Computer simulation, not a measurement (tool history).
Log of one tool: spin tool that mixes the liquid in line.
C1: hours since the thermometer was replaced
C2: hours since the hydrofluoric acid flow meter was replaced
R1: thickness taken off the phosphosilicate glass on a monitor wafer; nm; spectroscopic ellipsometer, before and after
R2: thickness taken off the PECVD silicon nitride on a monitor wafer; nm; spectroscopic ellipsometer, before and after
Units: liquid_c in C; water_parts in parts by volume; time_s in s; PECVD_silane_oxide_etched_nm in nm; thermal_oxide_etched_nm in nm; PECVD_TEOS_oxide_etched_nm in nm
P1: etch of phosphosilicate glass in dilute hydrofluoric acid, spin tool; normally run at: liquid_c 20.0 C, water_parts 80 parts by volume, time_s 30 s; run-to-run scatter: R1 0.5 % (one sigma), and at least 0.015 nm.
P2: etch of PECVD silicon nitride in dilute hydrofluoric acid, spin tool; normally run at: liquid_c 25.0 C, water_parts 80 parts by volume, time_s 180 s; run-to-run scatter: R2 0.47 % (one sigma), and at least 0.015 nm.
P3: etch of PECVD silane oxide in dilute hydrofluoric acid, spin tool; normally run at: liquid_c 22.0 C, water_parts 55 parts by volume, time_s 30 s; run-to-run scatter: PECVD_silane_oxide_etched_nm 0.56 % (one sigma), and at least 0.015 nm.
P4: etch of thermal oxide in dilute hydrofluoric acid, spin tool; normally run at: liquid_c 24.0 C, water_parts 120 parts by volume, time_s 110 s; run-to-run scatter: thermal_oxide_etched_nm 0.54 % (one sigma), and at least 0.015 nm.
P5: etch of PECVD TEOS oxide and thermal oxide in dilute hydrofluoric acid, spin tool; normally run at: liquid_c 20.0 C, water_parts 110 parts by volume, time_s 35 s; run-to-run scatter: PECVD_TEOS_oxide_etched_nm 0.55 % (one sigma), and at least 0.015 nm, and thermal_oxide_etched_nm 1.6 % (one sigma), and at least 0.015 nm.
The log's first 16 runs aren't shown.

{"run": 17, "hour": 68.1, "process": "P1", "liquid_c": 20.0, "water_parts": 45, "time_s": 30, "C1": 902.9, "C2": 673.0, "R1": 76.656}
{"run": 18, "hour": 73.3, "process": "P3", "liquid_c": 22.0, "water_parts": 55, "time_s": 30, "C1": 908.1, "C2": 678.2, "PECVD_silane_oxide_etched_nm": 22.881}
{"run": 19, "hour": 76.4, "process": "P1", "liquid_c": 20.0, "water_parts": 80, "time_s": 30, "C1": 911.2, "C2": 681.3, "R1": 41.272}
{"run": 20, "hour": 81.7, "process": "P1", "liquid_c": 17.0, "water_parts": 110, "time_s": 30, "C1": 916.5, "C2": 686.6, "R1": 25.458}
{"run": 21, "hour": 86.7, "process": "P5", "liquid_c": 20.0, "water_parts": 200, "time_s": 35, "C1": 921.5, "C2": 691.6, "thermal_oxide_etched_nm": 0.64818, "PECVD_TEOS_oxide_etched_nm": 2.1811}
{"run": 22, "hour": 92.2, "process": "P3", "liquid_c": 29.0, "water_parts": 55, "time_s": 30, "C1": 927.0, "C2": 697.1, "PECVD_silane_oxide_etched_nm": 30.755}
{"run": 23, "hour": 95.5, "process": "P2", "liquid_c": 25.0, "water_parts": 140, "time_s": 180, "C1": 930.3, "C2": 700.4, "R2": 3.275}
{"run": 24, "hour": 98.5, "process": "P2", "liquid_c": 25.0, "water_parts": 80, "time_s": 180, "C1": 933.3, "C2": 703.4, "R2": 5.6965}
{"run": 25, "hour": 101.5, "process": "P3", "liquid_c": 22.0, "water_parts": 55, "time_s": 15, "C1": 936.3, "C2": 706.4, "PECVD_silane_oxide_etched_nm": 11.455}
{"run": 26, "hour": 105.0, "process": "P4", "liquid_c": 24.0, "water_parts": 120, "time_s": 110, "C1": 939.8, "C2": 709.9, "thermal_oxide_etched_nm": 4.3138}
{"run": 27, "hour": 110.2, "process": "P1", "liquid_c": 20.0, "water_parts": 80, "time_s": 30, "C1": 945.0, "C2": 715.1, "R1": 41.442}

Run 28 comes next. What will it give?
{"run": 28, "hour": 115.6, "process": "P1", "liquid_c": 20.0, "water_parts": 80, "time_s": 15, "C1": 950.4, "C2": 720.5, "R1": "?"}

{"run 28": {"R1": 20.72}}
